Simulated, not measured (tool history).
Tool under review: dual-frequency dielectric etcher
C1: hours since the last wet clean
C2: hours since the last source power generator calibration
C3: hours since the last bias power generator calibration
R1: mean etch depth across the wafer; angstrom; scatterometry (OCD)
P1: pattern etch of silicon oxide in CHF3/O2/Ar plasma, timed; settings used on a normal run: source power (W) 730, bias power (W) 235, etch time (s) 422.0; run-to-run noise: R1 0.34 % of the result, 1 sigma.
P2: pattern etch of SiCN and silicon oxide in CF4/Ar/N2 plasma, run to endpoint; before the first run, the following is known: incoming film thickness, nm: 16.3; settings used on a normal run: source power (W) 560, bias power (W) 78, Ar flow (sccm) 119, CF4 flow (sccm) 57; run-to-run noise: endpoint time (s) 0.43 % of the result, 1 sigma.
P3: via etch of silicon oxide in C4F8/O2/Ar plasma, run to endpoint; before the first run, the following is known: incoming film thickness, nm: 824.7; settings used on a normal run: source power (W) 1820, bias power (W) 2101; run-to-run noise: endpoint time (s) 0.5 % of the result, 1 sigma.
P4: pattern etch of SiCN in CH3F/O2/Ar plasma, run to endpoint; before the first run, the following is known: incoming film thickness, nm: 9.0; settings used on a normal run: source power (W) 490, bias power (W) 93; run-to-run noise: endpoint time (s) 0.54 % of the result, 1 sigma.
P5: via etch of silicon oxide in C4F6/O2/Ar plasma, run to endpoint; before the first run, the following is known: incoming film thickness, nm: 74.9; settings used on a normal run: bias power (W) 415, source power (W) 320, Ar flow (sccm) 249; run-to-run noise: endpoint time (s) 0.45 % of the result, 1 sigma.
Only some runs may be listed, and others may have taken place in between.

run 1 hour=6.5 | process_that_ran=P1 source_power_(W)=730 bias_power_(W)=235 etch_time_(s)=422.0 | C1=184.5 C2=1195.6 C3=616.6 | R1=9949.0
run 2 hour=18.9 | process_that_ran=P4 source_power_(W)=490 bias_power_(W)=71 | C1=196.9 C2=1208.0 C3=629.0 | endpoint_time_(s)=21.938
run 3 hour=31.3 | process_that_ran=P2 source_power_(W)=560 bias_power_(W)=78 Ar_flow_(sccm)=119 CF4_flow_(sccm)=57 | C1=209.3 C2=1220.4 C3=641.4 | endpoint_time_(s)=15.822
run 4 hour=42.0 | process_that_ran=P1 source_power_(W)=950 bias_power_(W)=235 etch_time_(s)=422.0 | C1=220.0 C2=1231.1 C3=652.1 | R1=10935.0
run 5 hour=50.0 | process_that_ran=P1 source_power_(W)=730 bias_power_(W)=235 etch_time_(s)=422.0 | C1=228.0 C2=1239.1 C3=660.1 | R1=10027.0
run 6 hour=62.6 | process_that_ran=P1 source_power_(W)=730 bias_power_(W)=235 etch_time_(s)=600.0 | C1=240.6 C2=1251.7 C3=672.7 | R1=14073.0
run 7 hour=70.8 | process_that_ran=P1 source_power_(W)=730 bias_power_(W)=283 etch_time_(s)=422.0 | C1=248.8 C2=1259.9 C3=680.9 | R1=10690.0
run 8 hour=77.4 | process_that_ran=P1 source_power_(W)=940 bias_power_(W)=235 etch_time_(s)=577.5 | C1=255.4 C2=1266.5 C3=687.5 | R1=14987.0
run 9 hour=85.0 | process_that_ran=P1 source_power_(W)=730 bias_power_(W)=235 etch_time_(s)=422.0 | C1=263.0 C2=1274.1 C3=695.1 | R1=9940.2
run 10 hour=98.4 | process_that_ran=P1 source_power_(W)=730 bias_power_(W)=157 etch_time_(s)=422.0 | C1=276.4 C2=1287.5 C3=708.5 | R1=8752.6
run 11 hour=105.7 | process_that_ran=P3 source_power_(W)=1820 bias_power_(W)=2490 | C1=283.7 C2=1294.8 C3=715.8 | endpoint_time_(s)=157.940
run 12 hour=111.6 | process_that_ran=P2 source_power_(W)=560 bias_power_(W)=78 Ar_flow_(sccm)=151 CF4_flow_(sccm)=57 | C1=289.6 C2=1300.7 C3=721.7 | endpoint_time_(s)=16.279
run 13 hour=124.7 | process_that_ran=P5 source_power_(W)=320 bias_power_(W)=415 Ar_flow_(sccm)=249 | C1=302.7 C2=1313.8 C3=734.8 | endpoint_time_(s)=18.414
run 14 hour=137.7 | process_that_ran=P5 source_power_(W)=240 bias_power_(W)=415 Ar_flow_(sccm)=249 | C1=315.7 C2=1326.8 C3=747.8 | endpoint_time_(s)=20.375
run 15 hour=149.4 | process_that_ran=P3 source_power_(W)=1820 bias_power_(W)=2101 | C1=327.4 C2=1338.5 C3=759.5 | endpoint_time_(s)=163.490
run 16 hour=159.2 | process_that_ran=P5 source_power_(W)=320 bias_power_(W)=415 Ar_flow_(sccm)=249 | C1=337.2 C2=1348.3 C3=769.3 | endpoint_time_(s)=18.333
run 17 hour=171.5 | process_that_ran=P3 source_power_(W)=1270 bias_power_(W)=2101 | C1=349.5 C2=1360.6 C3=781.6 | endpoint_time_(s)=191.420
run 18 hour=181.4 | process_that_ran=P2 source_power_(W)=560 bias_power_(W)=78 Ar_flow_(sccm)=119 CF4_flow_(sccm)=75 | C1=359.4 C2=1370.5 C3=791.5 | endpoint_time_(s)=15.187
run 19 hour=195.0 | process_that_ran=P2 source_power_(W)=400 bias_power_(W)=78 Ar_flow_(sccm)=119 CF4_flow_(sccm)=57 | C1=373.0 C2=1384.1 C3=805.1 | endpoint_time_(s)=21.319
run 20 hour=207.6 | process_that_ran=P5 source_power_(W)=320 bias_power_(W)=307 Ar_flow_(sccm)=249 | C1=385.6 C2=1396.7 C3=817.7 | endpoint_time_(s)=20.583
run 21 hour=218.7 | process_that_ran=P1 source_power_(W)=730 bias_power_(W)=235 etch_time_(s)=422.0 | C1=396.7 C2=1407.8 C3=828.8 | R1=9967.0
run 22 hour=232.0 | process_that_ran=P1 source_power_(W)=730 bias_power_(W)=235 etch_time_(s)=422.0 | C1=410.0 C2=1421.1 C3=842.1 | R1=9954.6
run 23 hour=239.9 | process_that_ran=P4 source_power_(W)=490 bias_power_(W)=93 | C1=417.9 C2=1429.0 C3=850.0 | endpoint_time_(s)=20.009
run 24 hour=250.2 | process_that_ran=P1 source_power_(W)=530 bias_power_(W)=235 etch_time_(s)=422.0 | C1=428.2 C2=1439.3 C3=860.3 | R1=8836.1
run 25 hour=261.2 | process_that_ran=P2 source_power_(W)=560 bias_power_(W)=51 Ar_flow_(sccm)=119 CF4_flow_(sccm)=57 | C1=439.2 C2=1450.3 C3=871.3 | endpoint_time_(s)=18.239
run 26 hour=268.4 | process_that_ran=P4 source_power_(W)=670 bias_power_(W)=93 | C1=446.4 C2=1457.5 C3=878.5 | endpoint_time_(s)=17.929
run 27 hour=275.3 | process_that_ran=P3 source_power_(W)=1820 bias_power_(W)=2101 | C1=453.3 C2=1464.4 C3=885.4 | endpoint_time_(s)=167.130
run 28 hour=288.7 | process_that_ran=P5 source_power_(W)=320 bias_power_(W)=415 Ar_flow_(sccm)=318 | C1=466.7 C2=1477.8 C3=898.8 | endpoint_time_(s)=18.965
run 29 hour=302.1 | process_that_ran=P1 source_power_(W)=730 bias_power_(W)=235 etch_time_(s)=264.5 | C1=480.1 C2=1491.2 C3=912.2 | R1=6252.0
run 30 hour=311.4 | process_that_ran=P1 source_power_(W)=730 bias_power_(W)=235 etch_time_(s)=422.0 | C1=489.4 C2=1500.5 C3=921.5 | R1=9932.4
run 31 hour=323.2 | process_that_ran=P1 source_power_(W)=730 bias_power_(W)=235 etch_time_(s)=422.0 | C1=501.2 C2=1512.3 C3=933.3 | R1=9911.8
run 32 hour=333.2 | process_that_ran=P1 source_power_(W)=730 bias_power_(W)=235 etch_time_(s)=422.0 | C1=511.2 C2=1522.3 C3=943.3 | R1=9841.4
-- hour=337.2 wet clean of the chamber
run 33 hour=343.5 | process_that_ran=P1 source_power_(W)=730 bias_power_(W)=235 etch_time_(s)=422.0 | C1=6.3 C2=1532.6 C3=953.6 | R1=9842.8
run 34 hour=355.4 | process_that_ran=P1 source_power_(W)=730 bias_power_(W)=235 etch_time_(s)=422.0 | C1=18.2 C2=1544.5 C3=965.5 | R1=9839.8
run 35 hour=365.4 | process_that_ran=P1 source_power_(W)=730 bias_power_(W)=235 etch_time_(s)=422.0 | C1=28.2 C2=1554.5 C3=975.5 | R1=9778.3
run 36 hour=378.9 | process_that_ran=P1 source_power_(W)=730 bias_power_(W)=235 etch_time_(s)=422.0 | C1=41.7 C2=1568.0 C3=989.0 | R1=9708.6

P1 has crept away from where it was. The log is fitted equally well by each of these 2 causes, at the sizes shown:
A: source power that arrives under what is set, % = 4.45
B: bias power that arrives under what is set, % = 4.83
The drift started at roughly hour 311.4.
Why every other cause is out:
chamber walls in a state that lowers the etch rate, %: work on it at hour 337.2, done after the drift set in, did not restore what the process gave before

Which of the 4 check runs listed below, each an average over 2 wafers with its results shown as question marks, gives clearly different results under the different listed causes?
run check 1 hour=392.4 | process_that_ran=P4 source_power_(W)=490 bias_power_(W)=93 | endpoint_time_(s)=?
run check 2 hour=392.4 | process_that_ran=P2 source_power_(W)=560 bias_power_(W)=78 Ar_flow_(sccm)=119 CF4_flow_(sccm)=57 | endpoint_time_(s)=?
run check 3 hour=392.4 | process_that_ran=P3 source_power_(W)=1820 bias_power_(W)=2101 | endpoint_time_(s)=?
run check 4 hour=392.4 | process_that_ran=P5 source_power_(W)=320 bias_power_(W)=415 Ar_flow_(sccm)=249 | endpoint_time_(s)=?

Check results expected under each cause:
check=check_1 result=endpoint_time_(s) if_A=20.311 if_B=20.335
check=check_2 result=endpoint_time_(s) if_A=16.477 if_B=16.116
check=check_3 result=endpoint_time_(s) if_A=168.100 if_B=167.470
check=check_4 result=endpoint_time_(s) if_A=18.700 if_B=18.724
Per check, the gap between the least separated pair of causes, taken in the result that splits them most: check 1 0.12 %; check 2 2.22 %; check 3 0.38 %; check 4 0.13 %
Check 2 tells the causes apart: in the others they would give nearly the same result.

Check 2 was then run and gave: endpoint time (s) 16.092. Which cause is it?

The cause is B: bias power that arrives under what is set, %.
